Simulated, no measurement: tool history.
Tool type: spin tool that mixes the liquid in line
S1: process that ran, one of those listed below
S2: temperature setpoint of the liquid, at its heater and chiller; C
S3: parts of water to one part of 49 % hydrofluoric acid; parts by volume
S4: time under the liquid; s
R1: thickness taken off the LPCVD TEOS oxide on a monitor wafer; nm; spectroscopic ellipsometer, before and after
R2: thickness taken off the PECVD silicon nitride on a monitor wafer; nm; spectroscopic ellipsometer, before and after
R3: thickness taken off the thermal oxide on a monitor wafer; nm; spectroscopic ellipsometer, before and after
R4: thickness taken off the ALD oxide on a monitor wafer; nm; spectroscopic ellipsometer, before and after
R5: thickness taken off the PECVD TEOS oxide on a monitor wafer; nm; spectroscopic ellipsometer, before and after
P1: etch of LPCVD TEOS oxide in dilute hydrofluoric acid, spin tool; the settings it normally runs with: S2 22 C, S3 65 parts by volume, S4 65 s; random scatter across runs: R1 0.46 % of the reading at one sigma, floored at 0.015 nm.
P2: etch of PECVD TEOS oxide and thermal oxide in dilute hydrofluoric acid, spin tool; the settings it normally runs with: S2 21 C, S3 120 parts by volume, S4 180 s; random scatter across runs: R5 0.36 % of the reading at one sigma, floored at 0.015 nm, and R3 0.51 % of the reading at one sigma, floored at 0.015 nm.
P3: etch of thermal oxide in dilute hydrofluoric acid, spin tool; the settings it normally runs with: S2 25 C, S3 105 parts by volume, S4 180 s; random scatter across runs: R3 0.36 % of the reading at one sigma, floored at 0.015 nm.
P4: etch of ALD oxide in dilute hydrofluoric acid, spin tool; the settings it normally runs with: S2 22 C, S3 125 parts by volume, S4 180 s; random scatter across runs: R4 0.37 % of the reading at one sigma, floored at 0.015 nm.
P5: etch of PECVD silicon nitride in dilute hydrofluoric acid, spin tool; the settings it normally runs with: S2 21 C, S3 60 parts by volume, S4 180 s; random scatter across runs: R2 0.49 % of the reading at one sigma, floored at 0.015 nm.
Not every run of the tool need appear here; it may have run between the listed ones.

run     day  S1    S2   S3   S4      R1      R2      R3      R4      R5
  1   0.462  P1    22   65   65  52.785
  2   0.854  P5    21   60  325          14.081
  3   1.362  P1    22   40   65  88.175
  4   1.712  P5  28.5   60  180          12.865
  5   2.158  P1    22   65   65  52.613
  6   2.462  P1    22   65  100  81.105
  7   2.917  P3    25   45  180                  21.564
  8   3.162  P1    17   65   20  13.213
  9   3.729  P4    22   65  180                          25.098
 10   4.008  P5    21   60  180          7.8416
 11    4.45  P1    22  115   65  28.322
 12   5.012  P2    21   50  180                  15.188          59.015
 13   5.471  P4    22  125  180                           12.22
 14   6.012  P4    22  125  305                          20.789
 15   6.271  P3    25  105  180                  8.5397
 16   6.738  P1    17   65   65  42.883
 17   7.108  P3    25  105  180                  8.4925
 18   7.596  P1    26   65   65  62.133
 19   7.888  P1    22   65   65  53.138
 20   8.146  P2    17  120  180                  4.9468          19.204
 21   8.708  P5    21   60  180          7.8487
 22   9.054  P1    22   65   15  12.159
 23   9.433  P4    28  125  180                          15.283
 24   9.838  P1    22   65   65  52.725
 25  10.304  P2    21  120  330                  10.595          41.359
 26  10.717  P3    25  105  285                  13.566
 27  10.996  P5    21   20  180          22.695
 28  11.296  P1    22   65   65  52.816
     11.462  -- hydrofluoric acid flow meter replaced
 29  11.725  P2    21  120  180                   5.807          22.731
 30  12.058  P1    17  100   65  26.859
 31  12.533  P1    22   65   65  52.667
 32  12.912  P4    22  125  180                          12.155
 33  13.242  P1  28.5   65   95  99.152
 34  13.542  P2    21  120  180                  5.7988          22.704
 35  13.854  P3  30.5  105  180                   10.55
 36  14.183  P1    22   65   65   53.04
 37  14.438  P1    22   65   65  54.306
 38  14.692  P1    22   65   65  54.865
 39  15.062  P1    22   65   65  55.585
 40  15.508  P1    22   65   65  56.148
 41  15.808  P1    22   65   65  55.567
 42  16.117  P1    22   65   65   56.14

P1 no longer gives what it gave before; its output has crept away from where it was. The following 2 causes, each at its listed size, fit the log equally well:
A: hydrofluoric acid flow above the setpoint (%) = 6.13
B: liquid hotter than its thermometer reads (K) = 1.57
The process output started creeping at around day 14.183.

The check runs listed below each take one wafer, and their results are still question marks. Under which run would the listed causes lead to clearly different results?
check 1  16.425  P4    22   85  250               ?
check 2  16.425  P5  27.5   60  180       ?
check 3  16.425  P2  17.5  120  180           ?       ?
check 4  16.425  P3    25   70  180           ?

Predicted outcomes, by check and by cause:
  check  result    if A    if B
check 1      R4  27.873  27.821
check 2      R2   12.83  13.396
check 3      R3  5.3954  5.3851
check 3      R5  21.001  20.961
check 4      R3  14.287  14.257
Separation of the two closest causes in each check, using whichever result separates them best: check 1 0.18 %; check 2 4.31 %; check 3 0.19 %; check 4 0.21 %
Of the check runs offered, only check 2 discriminates between the causes; the rest would read about the same regardless of which cause applies.

Check 2 was then run and gave: R2 12.898 nm. Which cause is it?

The cause is A: hydrofluoric acid flow above the setpoint (%).
